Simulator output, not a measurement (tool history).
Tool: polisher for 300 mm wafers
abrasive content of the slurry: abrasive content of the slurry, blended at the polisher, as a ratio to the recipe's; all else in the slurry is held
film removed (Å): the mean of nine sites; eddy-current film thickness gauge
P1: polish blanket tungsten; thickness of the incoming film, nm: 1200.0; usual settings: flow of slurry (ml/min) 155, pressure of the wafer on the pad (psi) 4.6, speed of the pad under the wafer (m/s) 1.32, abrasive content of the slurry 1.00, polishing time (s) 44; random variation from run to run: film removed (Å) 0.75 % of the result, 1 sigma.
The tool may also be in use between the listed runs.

| run | hour | flow of slurry (ml/min) | pressure of the wafer on the pad (psi) | speed of the pad under the wafer (m/s) | abrasive content of the slurry | polishing time (s) | wafers polished on this pad | hours since the slurry nozzle was cleaned | hours since the head pressure was calibrated | hours since the slurry blender was calibrated | hours since the slurry got fresh peroxide | film removed (Å) |
|---|---|---|---|---|---|---|---|---|---|---|---|---|
| 1 | 8.2 | 155 | 4.6 | 1.32 | 1.00 | 44 | 317 | 283.9 | 827.4 | 64.8 | 23.0 | 2948.0 |
| 2 | 25.5 | 155 | 4.6 | 1.32 | 1.00 | 44 | 452 | 301.2 | 844.7 | 82.1 | 40.3 | 2920.6 |
| 3 | 33.7 | 155 | 4.6 | 1.32 | 1.00 | 44 | 516 | 309.4 | 852.9 | 90.3 | 48.5 | 2968.3 |
| 4 | 41.8 | 155 | 4.6 | 1.32 | 0.65 | 44 | 580 | 317.5 | 861.0 | 98.4 | 56.6 | 2664.7 |
| 5 | 55.2 | 155 | 4.6 | 1.32 | 1.00 | 22 | 684 | 330.9 | 874.4 | 111.8 | 70.0 | 1468.7 |
| 6 | 70.7 | 205 | 4.6 | 1.32 | 1.00 | 44 | 806 | 346.4 | 889.9 | 127.3 | 85.5 | 3108.4 |
| 7 | 87.2 | 155 | 4.6 | 1.32 | 1.00 | 55 | 935 | 362.9 | 906.4 | 143.8 | 102.0 | 3659.2 |
| 8 | 104.3 | 100 | 4.6 | 1.32 | 1.00 | 44 | 1069 | 380.0 | 923.5 | 160.9 | 119.1 | 2670.4 |
| 9 | 119.9 | 195 | 3.2 | 1.32 | 1.00 | 44 | 1191 | 395.6 | 939.1 | 176.5 | 134.7 | 2114.4 |
| 10 | 134.1 | 155 | 4.6 | 2.02 | 1.00 | 44 | 1302 | 409.8 | 953.3 | 190.7 | 148.9 | 4518.2 |
| 11 | 147.2 | 155 | 4.6 | 0.72 | 1.00 | 44 | 1404 | 422.9 | 966.4 | 203.8 | 162.0 | 1613.7 |
|  | 149.8 | slurry nozzle cleaned |
| 12 | 163.7 | 155 | 7.0 | 1.32 | 1.00 | 44 | 1533 | 13.9 | 982.9 | 220.3 | 178.5 | 4496.1 |
| 13 | 173.3 | 155 | 4.6 | 1.32 | 1.25 | 44 | 1608 | 23.5 | 992.5 | 229.9 | 188.1 | 3091.9 |
| 14 | 183.4 | 155 | 4.6 | 1.32 | 1.00 | 44 | 1687 | 33.6 | 1002.6 | 240.0 | 198.2 | 2921.4 |
| 15 | 199.6 | 155 | 2.1 | 1.32 | 1.00 | 44 | 1814 | 49.8 | 1018.8 | 256.2 | 214.4 | 1343.6 |
| 16 | 208.6 | 155 | 4.6 | 1.32 | 1.00 | 44 | 1884 | 58.8 | 1027.8 | 265.2 | 223.4 | 2929.2 |
|  | 213.0 | head pressure recalibrated |
| 17 | 225.0 | 155 | 4.6 | 1.32 | 1.00 | 44 | 2013 | 75.2 | 12.0 | 281.6 | 239.8 | 2967.6 |
| 18 | 237.1 | 155 | 4.6 | 1.32 | 1.00 | 44 | 2107 | 87.3 | 24.1 | 293.7 | 251.9 | 2967.2 |
| 19 | 255.1 | 155 | 4.6 | 1.32 | 1.00 | 44 | 2248 | 105.3 | 42.1 | 311.7 | 269.9 | 2823.5 |
| 20 | 272.0 | 155 | 4.6 | 1.32 | 1.00 | 44 | 2380 | 122.2 | 59.0 | 328.6 | 286.8 | 2741.2 |
| 21 | 283.4 | 155 | 4.6 | 1.32 | 1.00 | 44 | 2469 | 133.6 | 70.4 | 340.0 | 298.2 | 2721.4 |
| 22 | 292.1 | 155 | 4.6 | 1.32 | 1.00 | 44 | 2537 | 142.3 | 79.1 | 348.7 | 306.9 | 2711.4 |
|  | 295.3 | slurry blender recalibrated |
| 23 | 303.2 | 155 | 4.6 | 1.32 | 1.00 | 44 | 2624 | 153.4 | 90.2 | 8.0 | 318.0 | 2719.3 |
|  | 309.8 | worn pad replaced by a new one |
| 24 | 311.2 | 155 | 4.6 | 1.32 | 1.00 | 44 | 11 | 161.4 | 98.2 | 16.0 | 326.0 | 2702.2 |
| 25 | 321.7 | 155 | 4.6 | 1.32 | 1.00 | 44 | 93 | 171.9 | 108.7 | 26.5 | 336.5 | 2682.3 |
|  | 328.9 | head pressure recalibrated |
| 26 | 339.3 | 155 | 4.6 | 1.32 | 1.00 | 44 | 231 | 189.5 | 10.5 | 44.1 | 354.1 | 2654.0 |
| 27 | 356.5 | 155 | 4.6 | 1.32 | 1.00 | 44 | 365 | 206.7 | 27.7 | 61.3 | 371.3 | 2645.3 |
| 28 | 367.9 | 155 | 4.6 | 1.32 | 1.00 | 44 | 454 | 218.1 | 39.1 | 72.7 | 382.7 | 2633.4 |

What P1 gives has crept away from where it was. These 2 causes fit the log equally well, each at the size given:
A: slurry flow missing at the pad, % = 38.1
B: peroxide lost from the slurry, % = 22.9
The creep began at about hour 237.1.
Why every other cause is out:
removal rate lost through wear of the pad, %: serviced at hour 309.8, which brought nothing back
head's pressure below its setpoint, %: serviced at hour 328.9, which brought nothing back
abrasive missing from the slurry, %: serviced at hour 295.3, which brought nothing back

4 check runs are offered, each on 5 wafers whose results are averaged, their results left as question marks. Which one tells the causes apart?
| check 1 | 379.3 | 120 | 4.6 | 1.32 | 1.00 | 25 |  |  |  |  |  | ? |
| check 2 | 379.3 | 155 | 3.2 | 1.32 | 1.00 | 28 |  |  |  |  |  | ? |
| check 3 | 379.3 | 155 | 2.5 | 1.98 | 1.00 | 44 |  |  |  |  |  | ? |
| check 4 | 379.3 | 155 | 2.2 | 1.80 | 1.00 | 44 |  |  |  |  |  | ? |

What each check would give under each cause:
| check | result | if A | if B |
|---|---|---|---|
| check 1 | film removed (Å) | 1401.2 | 1437.6 |
| check 2 | film removed (Å) | 1176.4 | 1176.1 |
| check 3 | film removed (Å) | 2166.4 | 2165.7 |
| check 4 | film removed (Å) | 1733.1 | 1732.6 |
How far apart the two closest causes lie, in the result that separates them most: check 1 2.56 %; check 2 0.03 %; check 3 0.03 %; check 4 0.03 %
Only check 1 tells the causes apart: in the others they would give nearly the same result.

Check 1 was then run and gave: film removed (Å) 1435.7. Which cause is it?

It is B: peroxide lost from the slurry, %.
